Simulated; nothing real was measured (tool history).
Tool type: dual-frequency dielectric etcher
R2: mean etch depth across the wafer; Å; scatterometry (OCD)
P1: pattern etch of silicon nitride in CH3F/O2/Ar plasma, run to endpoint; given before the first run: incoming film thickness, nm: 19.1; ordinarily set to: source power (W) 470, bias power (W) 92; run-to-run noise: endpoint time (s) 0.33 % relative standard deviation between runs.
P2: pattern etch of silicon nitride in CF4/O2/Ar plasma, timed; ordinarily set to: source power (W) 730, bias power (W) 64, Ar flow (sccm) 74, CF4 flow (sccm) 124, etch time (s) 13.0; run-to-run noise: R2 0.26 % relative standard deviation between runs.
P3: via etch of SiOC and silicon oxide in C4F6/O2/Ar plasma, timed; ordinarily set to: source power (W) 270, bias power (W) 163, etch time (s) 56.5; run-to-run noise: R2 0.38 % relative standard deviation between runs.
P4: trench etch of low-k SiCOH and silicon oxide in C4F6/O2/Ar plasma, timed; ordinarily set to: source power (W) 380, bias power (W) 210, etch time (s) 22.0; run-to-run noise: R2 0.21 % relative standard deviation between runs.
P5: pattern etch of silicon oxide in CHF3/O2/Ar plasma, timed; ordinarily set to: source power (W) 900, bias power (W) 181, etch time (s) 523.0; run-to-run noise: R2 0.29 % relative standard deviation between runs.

run 1 hour=6.1 | process_that_ran=P1 source_power_(W)=470 bias_power_(W)=92 | endpoint_time_(s)=24.117
run 2 hour=13.8 | process_that_ran=P1 source_power_(W)=650 bias_power_(W)=116 | endpoint_time_(s)=19.547
run 3 hour=18.8 | process_that_ran=P1 source_power_(W)=470 bias_power_(W)=92 | endpoint_time_(s)=24.004
run 4 hour=24.7 | process_that_ran=P4 source_power_(W)=380 bias_power_(W)=210 etch_time_(s)=22.0 | R2=713.29
run 5 hour=31.6 | process_that_ran=P4 source_power_(W)=380 bias_power_(W)=131 etch_time_(s)=22.0 | R2=616.27
run 6 hour=37.9 | process_that_ran=P5 source_power_(W)=900 bias_power_(W)=181 etch_time_(s)=523.0 | R2=11797.00
run 7 hour=42.7 | process_that_ran=P1 source_power_(W)=470 bias_power_(W)=124 | endpoint_time_(s)=21.702
run 8 hour=50.9 | process_that_ran=P2 source_power_(W)=730 bias_power_(W)=64 etch_time_(s)=13.0 Ar_flow_(sccm)=74 CF4_flow_(sccm)=160 | R2=396.07
run 9 hour=56.8 | process_that_ran=P1 source_power_(W)=610 bias_power_(W)=62 | endpoint_time_(s)=24.899
run 10 hour=63.0 | process_that_ran=P4 source_power_(W)=280 bias_power_(W)=210 etch_time_(s)=22.0 | R2=635.04
run 11 hour=70.8 | process_that_ran=P2 source_power_(W)=730 bias_power_(W)=64 etch_time_(s)=16.0 Ar_flow_(sccm)=74 CF4_flow_(sccm)=124 | R2=479.48
run 12 hour=77.8 | process_that_ran=P2 source_power_(W)=590 bias_power_(W)=64 etch_time_(s)=13.0 Ar_flow_(sccm)=74 CF4_flow_(sccm)=124 | R2=323.17
run 13 hour=86.3 | process_that_ran=P2 source_power_(W)=730 bias_power_(W)=64 etch_time_(s)=13.0 Ar_flow_(sccm)=74 CF4_flow_(sccm)=124 | R2=389.91
run 14 hour=93.0 | process_that_ran=P1 source_power_(W)=470 bias_power_(W)=92 | endpoint_time_(s)=24.153
run 15 hour=101.1 | process_that_ran=P3 source_power_(W)=270 bias_power_(W)=163 etch_time_(s)=56.5 | R2=520.13
run 16 hour=110.2 | process_that_ran=P5 source_power_(W)=900 bias_power_(W)=110 etch_time_(s)=523.0 | R2=10121.00
run 17 hour=117.1 | process_that_ran=P1 source_power_(W)=470 bias_power_(W)=92 | endpoint_time_(s)=24.115
run 18 hour=124.8 | process_that_ran=P3 source_power_(W)=180 bias_power_(W)=163 etch_time_(s)=56.5 | R2=446.74
run 19 hour=130.2 | process_that_ran=P2 source_power_(W)=730 bias_power_(W)=51 etch_time_(s)=13.0 Ar_flow_(sccm)=74 CF4_flow_(sccm)=124 | R2=360.10
run 20 hour=136.4 | process_that_ran=P4 source_power_(W)=380 bias_power_(W)=210 etch_time_(s)=26.5 | R2=857.74
run 21 hour=142.7 | process_that_ran=P2 source_power_(W)=730 bias_power_(W)=64 etch_time_(s)=13.0 Ar_flow_(sccm)=104 CF4_flow_(sccm)=124 | R2=377.10
run 22 hour=151.7 | process_that_ran=P1 source_power_(W)=630 bias_power_(W)=92 | endpoint_time_(s)=21.578
run 23 hour=159.5 | process_that_ran=P1 source_power_(W)=290 bias_power_(W)=92 | endpoint_time_(s)=28.801
run 24 hour=163.8 | process_that_ran=P5 source_power_(W)=900 bias_power_(W)=181 etch_time_(s)=335.0 | R2=7557.80
-- hour=172.8 bias power generator calibrated
run 25 hour=172.9 | process_that_ran=P1 source_power_(W)=470 bias_power_(W)=92 | endpoint_time_(s)=24.157
run 26 hour=180.5 | process_that_ran=P5 source_power_(W)=1190 bias_power_(W)=181 etch_time_(s)=523.0 | R2=13191.00
run 27 hour=189.6 | process_that_ran=P1 source_power_(W)=660 bias_power_(W)=74 | endpoint_time_(s)=22.832
run 28 hour=198.6 | process_that_ran=P1 source_power_(W)=470 bias_power_(W)=54 | endpoint_time_(s)=28.841
run 29 hour=207.8 | process_that_ran=P3 source_power_(W)=270 bias_power_(W)=163 etch_time_(s)=31.0 | R2=286.50
run 30 hour=216.8 | process_that_ran=P3 source_power_(W)=270 bias_power_(W)=215 etch_time_(s)=56.5 | R2=571.29
run 31 hour=223.1 | process_that_ran=P1 source_power_(W)=470 bias_power_(W)=92 | endpoint_time_(s)=24.268
run 32 hour=230.0 | process_that_ran=P1 source_power_(W)=470 bias_power_(W)=92 | endpoint_time_(s)=24.038
run 33 hour=237.2 | process_that_ran=P1 source_power_(W)=470 bias_power_(W)=92 | endpoint_time_(s)=23.700
run 34 hour=242.9 | process_that_ran=P1 source_power_(W)=470 bias_power_(W)=92 | endpoint_time_(s)=23.967
-- hour=243.4 wet clean of the chamber
run 35 hour=250.2 | process_that_ran=P1 source_power_(W)=470 bias_power_(W)=92 | endpoint_time_(s)=23.709
run 36 hour=258.7 | process_that_ran=P1 source_power_(W)=470 bias_power_(W)=92 | endpoint_time_(s)=23.573
run 37 hour=266.9 | process_that_ran=P1 source_power_(W)=470 bias_power_(W)=92 | endpoint_time_(s)=23.653
run 38 hour=273.4 | process_that_ran=P1 source_power_(W)=470 bias_power_(W)=92 | endpoint_time_(s)=23.690

P1 has crept away from where it was. The log is fitted equally well by each of these 2 causes, at the sizes shown:
A: source power that arrives over what is set, % = 4.56
B: bias power that arrives over what is set, % = 4.77
The gradual shift began around hour 223.1.
What rules out each remaining cause:
chamber walls in a state that raises the etch rate, %: work on it at hour 243.4, done after the drift set in, did not restore what the process gave before

The check runs listed below each take one wafer, and their results are still question marks. Under which run would the listed causes lead to clearly different results?
run check 1 hour=279.9 | process_that_ran=P4 source_power_(W)=380 bias_power_(W)=140 etch_time_(s)=22.0 | R2=?
run check 2 hour=279.9 | process_that_ran=P2 source_power_(W)=730 bias_power_(W)=54 etch_time_(s)=13.0 Ar_flow_(sccm)=74 CF4_flow_(sccm)=124 | R2=?
run check 3 hour=279.9 | process_that_ran=P3 source_power_(W)=270 bias_power_(W)=188 etch_time_(s)=56.5 | R2=?
run check 4 hour=279.9 | process_that_ran=P5 source_power_(W)=1160 bias_power_(W)=135 etch_time_(s)=523.0 | R2=?

Outcome of each check run for each possible cause:
check=check_1 result=R2 if_A=638.50 if_B=636.21
check=check_2 result=R2 if_A=381.69 if_B=373.04
check=check_3 result=R2 if_A=556.16 if_B=555.34
check=check_4 result=R2 if_A=12122.00 if_B=12078.00
Per-check spread between the two closest causes, in the result where they differ most: check 1 0.36 %; check 2 2.29 %; check 3 0.15 %; check 4 0.36 %
Of the check runs offered, only check 2 discriminates between the causes; the rest would read about the same regardless of which cause applies.

Check 2 has now been run. It gave: R2 372.79 Å. Which of the candidate causes is it?

The correct cause is B, namely: bias power that arrives over what is set, %.
